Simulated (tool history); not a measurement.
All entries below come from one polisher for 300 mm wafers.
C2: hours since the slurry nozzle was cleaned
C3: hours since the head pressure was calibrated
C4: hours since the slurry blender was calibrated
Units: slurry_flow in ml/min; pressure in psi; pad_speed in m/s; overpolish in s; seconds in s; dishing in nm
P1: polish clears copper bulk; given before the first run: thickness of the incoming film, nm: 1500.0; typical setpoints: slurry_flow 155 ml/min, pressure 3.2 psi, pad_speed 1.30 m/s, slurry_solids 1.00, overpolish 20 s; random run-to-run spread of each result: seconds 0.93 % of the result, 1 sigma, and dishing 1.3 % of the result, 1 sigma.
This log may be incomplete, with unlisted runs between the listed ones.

Run 1, hour 13.4: slurry_flow 155 ml/min, pressure 3.2 psi, pad_speed 1.30 m/s, slurry_solids 1.00, overpolish 20 s; wafers polished on this pad 824; C2 77.8; C3 283.0; C4 357.6. Result: seconds 99.290 s, dishing 131.090 nm.
Run 2, hour 22.1: slurry_flow 155 ml/min, pressure 3.2 psi, pad_speed 1.30 m/s, slurry_solids 1.40, overpolish 20 s; wafers polished on this pad 901; C2 86.5; C3 291.7; C4 366.3. Result: seconds 93.915 s, dishing 135.590 nm.
Run 3, hour 38.4: slurry_flow 155 ml/min, pressure 3.2 psi, pad_speed 1.30 m/s, slurry_solids 1.00, overpolish 20 s; wafers polished on this pad 1044; C2 102.8; C3 308.0; C4 382.6. Result: seconds 101.930 s, dishing 131.610 nm.
Run 4, hour 46.3: slurry_flow 155 ml/min, pressure 3.2 psi, pad_speed 1.30 m/s, slurry_solids 0.60, overpolish 20 s; wafers polished on this pad 1113; C2 110.7; C3 315.9; C4 390.5. Result: seconds 110.570 s, dishing 120.570 nm.
Run 5, hour 63.0: slurry_flow 155 ml/min, pressure 3.2 psi, pad_speed 1.30 m/s, slurry_solids 1.00, overpolish 20 s; wafers polished on this pad 1259; C2 127.4; C3 332.6; C4 407.2. Result: seconds 100.550 s, dishing 127.280 nm.
Run 6, hour 71.8: slurry_flow 155 ml/min, pressure 3.2 psi, pad_speed 1.30 m/s, slurry_solids 1.00, overpolish 20 s; wafers polished on this pad 1336; C2 136.2; C3 341.4; C4 416.0. Result: seconds 100.350 s, dishing 129.540 nm.
Run 7, hour 88.9: slurry_flow 155 ml/min, pressure 3.2 psi, pad_speed 1.94 m/s, slurry_solids 1.00, overpolish 20 s; wafers polished on this pad 1486; C2 153.3; C3 358.5; C4 433.1. Result: seconds 66.953 s, dishing 149.440 nm.
Run 8, hour 101.0: slurry_flow 155 ml/min, pressure 3.2 psi, pad_speed 1.30 m/s, slurry_solids 1.00, overpolish 6 s; wafers polished on this pad 1592; C2 165.4; C3 370.6; C4 445.2. Result: seconds 100.560 s, dishing 59.915 nm.
Run 9, hour 111.5: slurry_flow 95 ml/min, pressure 3.2 psi, pad_speed 1.30 m/s, slurry_solids 1.00, overpolish 20 s; wafers polished on this pad 1684; C2 175.9; C3 381.1; C4 455.7. Result: seconds 109.290 s, dishing 121.710 nm.
Run 10, hour 124.5: slurry_flow 155 ml/min, pressure 3.2 psi, pad_speed 1.30 m/s, slurry_solids 1.00, overpolish 20 s; wafers polished on this pad 1798; C2 188.9; C3 394.1; C4 468.7. Result: seconds 100.880 s, dishing 131.140 nm.
Run 11, hour 135.2: slurry_flow 155 ml/min, pressure 1.4 psi, pad_speed 1.30 m/s, slurry_solids 1.00, overpolish 20 s; wafers polished on this pad 1892; C2 199.6; C3 404.8; C4 479.4. Result: seconds 228.350 s, dishing 69.514 nm.
Run 12, hour 144.9: slurry_flow 225 ml/min, pressure 3.2 psi, pad_speed 1.30 m/s, slurry_solids 1.00, overpolish 20 s; wafers polished on this pad 1977; C2 209.3; C3 414.5; C4 489.1. Result: seconds 93.825 s, dishing 132.760 nm.
Run 13, hour 160.5: slurry_flow 155 ml/min, pressure 4.9 psi, pad_speed 1.30 m/s, slurry_solids 1.00, overpolish 20 s; wafers polished on this pad 2114; C2 224.9; C3 430.1; C4 504.7. Result: seconds 65.322 s, dishing 169.050 nm.
Run 14, hour 171.0: slurry_flow 155 ml/min, pressure 3.2 psi, pad_speed 1.96 m/s, slurry_solids 0.65, overpolish 20 s; wafers polished on this pad 2206; C2 235.4; C3 440.6; C4 515.2. Result: seconds 73.270 s, dishing 143.430 nm.
Run 15, hour 183.9: slurry_flow 155 ml/min, pressure 3.2 psi, pad_speed 0.58 m/s, slurry_solids 1.00, overpolish 20 s; wafers polished on this pad 2319; C2 248.3; C3 453.5; C4 528.1. Result: seconds 225.570 s, dishing 80.486 nm.
Run 16, hour 192.1: slurry_flow 155 ml/min, pressure 3.2 psi, pad_speed 1.30 m/s, slurry_solids 1.00, overpolish 30 s; wafers polished on this pad 2391; C2 256.5; C3 461.7; C4 536.3. Result: seconds 98.612 s, dishing 147.100 nm.
Run 17, hour 209.4: slurry_flow 155 ml/min, pressure 3.2 psi, pad_speed 1.30 m/s, slurry_solids 1.00, overpolish 20 s; wafers polished on this pad 2542; C2 273.8; C3 479.0; C4 553.6. Result: seconds 98.813 s, dishing 130.890 nm.
Run 18, hour 226.8: slurry_flow 155 ml/min, pressure 3.2 psi, pad_speed 1.30 m/s, slurry_solids 1.00, overpolish 20 s; wafers polished on this pad 2695; C2 291.2; C3 496.4; C4 571.0. Result: seconds 101.150 s, dishing 128.250 nm.
Run 19, hour 242.2: slurry_flow 155 ml/min, pressure 3.2 psi, pad_speed 1.30 m/s, slurry_solids 1.00, overpolish 20 s; wafers polished on this pad 2830; C2 306.6; C3 511.8; C4 586.4. Result: seconds 105.040 s, dishing 129.000 nm.
Run 20, hour 254.5: slurry_flow 155 ml/min, pressure 3.2 psi, pad_speed 1.30 m/s, slurry_solids 1.00, overpolish 20 s; wafers polished on this pad 2937; C2 318.9; C3 524.1; C4 598.7. Result: seconds 103.480 s, dishing 125.160 nm.
Run 21, hour 269.3: slurry_flow 155 ml/min, pressure 3.2 psi, pad_speed 1.30 m/s, slurry_solids 1.00, overpolish 20 s; wafers polished on this pad 3067; C2 333.7; C3 538.9; C4 613.5. Result: seconds 105.540 s, dishing 125.450 nm.
At hour 277.2: worn pad replaced by a new one.
Run 22, hour 278.3: slurry_flow 155 ml/min, pressure 3.2 psi, pad_speed 1.30 m/s, slurry_solids 1.00, overpolish 20 s; wafers polished on this pad 10; C2 342.7; C3 547.9; C4 622.5. Result: seconds 107.740 s, dishing 129.700 nm.
At hour 281.2: head pressure recalibrated.
Run 23, hour 295.5: slurry_flow 155 ml/min, pressure 3.2 psi, pad_speed 1.30 m/s, slurry_solids 1.00, overpolish 20 s; wafers polished on this pad 160; C2 359.9; C3 14.4; C4 639.7. Result: seconds 107.660 s, dishing 123.100 nm.
Run 24, hour 305.1: slurry_flow 155 ml/min, pressure 3.2 psi, pad_speed 1.30 m/s, slurry_solids 1.00, overpolish 20 s; wafers polished on this pad 245; C2 369.5; C3 24.0; C4 649.3. Result: seconds 109.010 s, dishing 126.470 nm.
Run 25, hour 319.7: slurry_flow 155 ml/min, pressure 3.2 psi, pad_speed 1.30 m/s, slurry_solids 1.00, overpolish 20 s; wafers polished on this pad 373; C2 384.1; C3 38.6; C4 663.9. Result: seconds 107.370 s, dishing 123.900 nm.
Run 26, hour 333.1: slurry_flow 155 ml/min, pressure 3.2 psi, pad_speed 1.30 m/s, slurry_solids 1.00, overpolish 20 s; wafers polished on this pad 490; C2 397.5; C3 52.0; C4 677.3. Result: seconds 107.230 s, dishing 124.720 nm.
Run 27, hour 345.3: slurry_flow 155 ml/min, pressure 3.2 psi, pad_speed 1.30 m/s, slurry_solids 1.00, overpolish 20 s; wafers polished on this pad 597; C2 409.7; C3 64.2; C4 689.5. Result: seconds 108.780 s, dishing 126.700 nm.
Run 28, hour 360.3: slurry_flow 155 ml/min, pressure 3.2 psi, pad_speed 1.30 m/s, slurry_solids 1.00, overpolish 20 s; wafers polished on this pad 728; C2 424.7; C3 79.2; C4 704.5. Result: seconds 107.070 s, dishing 126.290 nm.
Run 29, hour 370.3: slurry_flow 155 ml/min, pressure 3.2 psi, pad_speed 1.30 m/s, slurry_solids 1.00, overpolish 20 s; wafers polished on this pad 816; C2 434.7; C3 89.2; C4 714.5. Result: seconds 109.160 s, dishing 123.210 nm.

The log shows P1 creeping away from where it was. Any of the 2 causes listed here, at the size stated for it, fits the log just as well as the others:
A: slurry flow missing at the pad, % = 33.6
B: abrasive missing from the slurry, % = 32.9
Creep in the process output first set in at about hour 226.8.
All other causes, with the reason each is excluded:
removal rate lost through wear of the pad, %: work on it at hour 277.2, done after the drift set in, did not restore what the process gave before
head's pressure below its setpoint, %: work on it at hour 281.2, done after the drift set in, did not restore what the process gave before

4 check runs are offered, each on 3 wafers whose results are averaged, their results left as question marks. Which one tells the causes apart?
Run check 1, hour 380.3: slurry_flow 95 ml/min, pressure 3.2 psi, pad_speed 1.82 m/s, slurry_solids 1.00, overpolish 20 s. Result: seconds ?, dishing ?.
Run check 2, hour 380.3: slurry_flow 155 ml/min, pressure 3.2 psi, pad_speed 1.30 m/s, slurry_solids 1.30, overpolish 20 s. Result: seconds ?, dishing ?.
Run check 3, hour 380.3: slurry_flow 155 ml/min, pressure 4.9 psi, pad_speed 1.30 m/s, slurry_solids 1.35, overpolish 20 s. Result: seconds ?, dishing ?.
Run check 4, hour 380.3: slurry_flow 155 ml/min, pressure 3.9 psi, pad_speed 1.30 m/s, slurry_solids 1.00, overpolish 29 s. Result: seconds ?, dishing ?.

Expected result of each check under each candidate cause:
  check   result     if A     if B
check 1  seconds   90.314   86.333
check 1  dishing  135.080  137.440
check 2  seconds  102.910  103.170
check 2  dishing  127.870  127.730
check 3  seconds   66.649   66.839
check 3  dishing  167.430  167.270
check 4  seconds   89.403   89.382
check 4  dishing  161.730  161.740
Per-check spread between the two closest causes, in the result where they differ most: check 1 4.51 %; check 2 0.25 %; check 3 0.28 %; check 4 0.02 %
Of the check runs offered, only check 1 discriminates between the causes; the rest would read about the same regardless of which cause applies.

Running check 1 produced the following: seconds 85.563 s; dishing 137.560 nm. Which one of the listed causes fits?

B is the cause: abrasive missing from the slurry, %.
